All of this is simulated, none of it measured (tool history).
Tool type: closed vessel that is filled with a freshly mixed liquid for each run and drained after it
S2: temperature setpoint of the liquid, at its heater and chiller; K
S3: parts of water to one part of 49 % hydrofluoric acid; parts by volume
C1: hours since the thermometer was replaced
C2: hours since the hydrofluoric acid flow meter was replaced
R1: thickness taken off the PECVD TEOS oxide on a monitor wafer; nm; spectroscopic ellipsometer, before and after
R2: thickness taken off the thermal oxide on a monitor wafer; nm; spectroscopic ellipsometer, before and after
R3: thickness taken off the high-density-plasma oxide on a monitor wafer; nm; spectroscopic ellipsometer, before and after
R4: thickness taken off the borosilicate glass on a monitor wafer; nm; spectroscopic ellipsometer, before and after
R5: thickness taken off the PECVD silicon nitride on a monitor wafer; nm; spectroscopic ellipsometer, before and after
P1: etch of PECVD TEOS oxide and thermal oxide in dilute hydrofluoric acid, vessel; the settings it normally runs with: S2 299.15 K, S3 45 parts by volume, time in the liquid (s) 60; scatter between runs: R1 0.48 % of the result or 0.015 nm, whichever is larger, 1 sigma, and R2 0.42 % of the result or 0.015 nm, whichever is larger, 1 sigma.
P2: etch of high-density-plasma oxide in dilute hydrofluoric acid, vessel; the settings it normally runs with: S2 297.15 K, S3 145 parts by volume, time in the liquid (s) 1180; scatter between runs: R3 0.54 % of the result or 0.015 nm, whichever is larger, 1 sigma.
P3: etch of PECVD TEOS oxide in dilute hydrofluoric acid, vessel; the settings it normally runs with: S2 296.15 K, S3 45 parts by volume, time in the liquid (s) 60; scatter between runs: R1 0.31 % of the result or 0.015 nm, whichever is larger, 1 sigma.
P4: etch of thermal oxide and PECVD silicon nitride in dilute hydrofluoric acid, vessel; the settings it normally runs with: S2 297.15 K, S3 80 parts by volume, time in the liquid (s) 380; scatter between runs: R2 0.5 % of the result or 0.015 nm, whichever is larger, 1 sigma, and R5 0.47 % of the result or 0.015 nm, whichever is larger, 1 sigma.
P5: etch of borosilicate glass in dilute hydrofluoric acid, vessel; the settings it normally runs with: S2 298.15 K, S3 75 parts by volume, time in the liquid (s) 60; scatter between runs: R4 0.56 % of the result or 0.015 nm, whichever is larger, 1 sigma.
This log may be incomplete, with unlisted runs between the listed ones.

{"run": 1, "hour": 3.1, "process that ran": "P1", "S2": 299.15, "S3": 45, "time in the liquid (s)": 60, "C1": 487.0, "C2": 265.8, "R1": 31.812, "R2": 7.6426}
{"run": 2, "hour": 6.1, "process that ran": "P2", "S2": 297.15, "S3": 145, "time in the liquid (s)": 1180, "C1": 490.0, "C2": 268.8, "R3": 38.261}
{"run": 3, "hour": 10.8, "process that ran": "P2", "S2": 297.15, "S3": 145, "time in the liquid (s)": 660, "C1": 494.7, "C2": 273.5, "R3": 21.602}
{"run": 4, "hour": 15.0, "process that ran": "P5", "S2": 298.15, "S3": 25, "time in the liquid (s)": 60, "C1": 498.9, "C2": 277.7, "R4": 57.732}
{"run": 5, "hour": 19.8, "process that ran": "P3", "S2": 296.15, "S3": 45, "time in the liquid (s)": 60, "C1": 503.7, "C2": 282.5, "R1": 17.526}
{"run": 6, "hour": 25.9, "process that ran": "P5", "S2": 298.15, "S3": 75, "time in the liquid (s)": 30, "C1": 509.8, "C2": 288.6, "R4": 8.9822}
{"run": 7, "hour": 30.6, "process that ran": "P4", "S2": 297.15, "S3": 80, "time in the liquid (s)": 755, "C1": 514.5, "C2": 293.3, "R2": 42.504, "R5": 51.867}
{"run": 8, "hour": 33.8, "process that ran": "P1", "S2": 299.15, "S3": 65, "time in the liquid (s)": 60, "C1": 517.7, "C2": 296.5, "R1": 21.53, "R2": 5.1558}
{"run": 9, "hour": 39.8, "process that ran": "P4", "S2": 297.15, "S3": 80, "time in the liquid (s)": 380, "C1": 523.7, "C2": 302.5, "R2": 21.128, "R5": 26.145}
{"run": 10, "hour": 43.0, "process that ran": "P3", "S2": 296.15, "S3": 45, "time in the liquid (s)": 60, "C1": 526.9, "C2": 305.7, "R1": 17.66}
{"run": 11, "hour": 49.1, "process that ran": "P1", "S2": 299.15, "S3": 45, "time in the liquid (s)": 60, "C1": 533.0, "C2": 311.8, "R1": 31.59, "R2": 7.6931}
{"run": 12, "hour": 55.2, "process that ran": "P1", "S2": 299.15, "S3": 45, "time in the liquid (s)": 30, "C1": 539.1, "C2": 317.9, "R1": 15.817, "R2": 3.8402}
{"run": 13, "hour": 58.7, "process that ran": "P1", "S2": 291.65, "S3": 45, "time in the liquid (s)": 60, "C1": 542.6, "C2": 321.4, "R1": 23.115, "R2": 5.6032}
{"run": 14, "hour": 62.4, "process that ran": "P3", "S2": 296.15, "S3": 45, "time in the liquid (s)": 30, "C1": 546.3, "C2": 325.1, "R1": 8.7635}
{"run": 15, "hour": 66.7, "process that ran": "P1", "S2": 299.15, "S3": 45, "time in the liquid (s)": 60, "C1": 550.6, "C2": 329.4, "R1": 31.591, "R2": 7.6313}
{"run": 16, "hour": 71.5, "process that ran": "P2", "S2": 297.15, "S3": 90, "time in the liquid (s)": 1180, "C1": 555.4, "C2": 334.2, "R3": 66.454}
{"run": 17, "hour": 76.8, "process that ran": "P3", "S2": 302.65, "S3": 45, "time in the liquid (s)": 60, "C1": 560.7, "C2": 339.5, "R1": 22.64}
{"run": 18, "hour": 82.3, "process that ran": "P1", "S2": 299.15, "S3": 45, "time in the liquid (s)": 60, "C1": 566.2, "C2": 345.0, "R1": 31.903, "R2": 7.6276}
{"run": 19, "hour": 85.8, "process that ran": "P1", "S2": 299.15, "S3": 45, "time in the liquid (s)": 60, "C1": 569.7, "C2": 348.5, "R1": 32.079, "R2": 7.6795}
{"run": 20, "hour": 88.9, "process that ran": "P1", "S2": 299.15, "S3": 60, "time in the liquid (s)": 90, "C1": 572.8, "C2": 351.6, "R1": 34.857, "R2": 8.4456}
{"run": 21, "hour": 94.0, "process that ran": "P3", "S2": 296.15, "S3": 20, "time in the liquid (s)": 60, "C1": 577.9, "C2": 356.7, "R1": 40.885}
{"run": 22, "hour": 97.9, "process that ran": "P2", "S2": 290.15, "S3": 145, "time in the liquid (s)": 1180, "C1": 581.8, "C2": 360.6, "R3": 29.128}
{"run": 23, "hour": 102.4, "process that ran": "P1", "S2": 299.15, "S3": 45, "time in the liquid (s)": 60, "C1": 586.3, "C2": 365.1, "R1": 31.981, "R2": 7.7295}
{"run": 24, "hour": 106.1, "process that ran": "P5", "S2": 298.15, "S3": 75, "time in the liquid (s)": 60, "C1": 590.0, "C2": 368.8, "R4": 17.871}

The next listed run, before its measurement:
{"run": 25, "hour": 112.7, "process that ran": "P4", "S2": 291.15, "S3": 80, "time in the liquid (s)": 380, "C1": 596.6, "C2": 375.4, "R2": "?", "R5": "?"}

R2: 16.7130 nm
R5: 17.278 nm
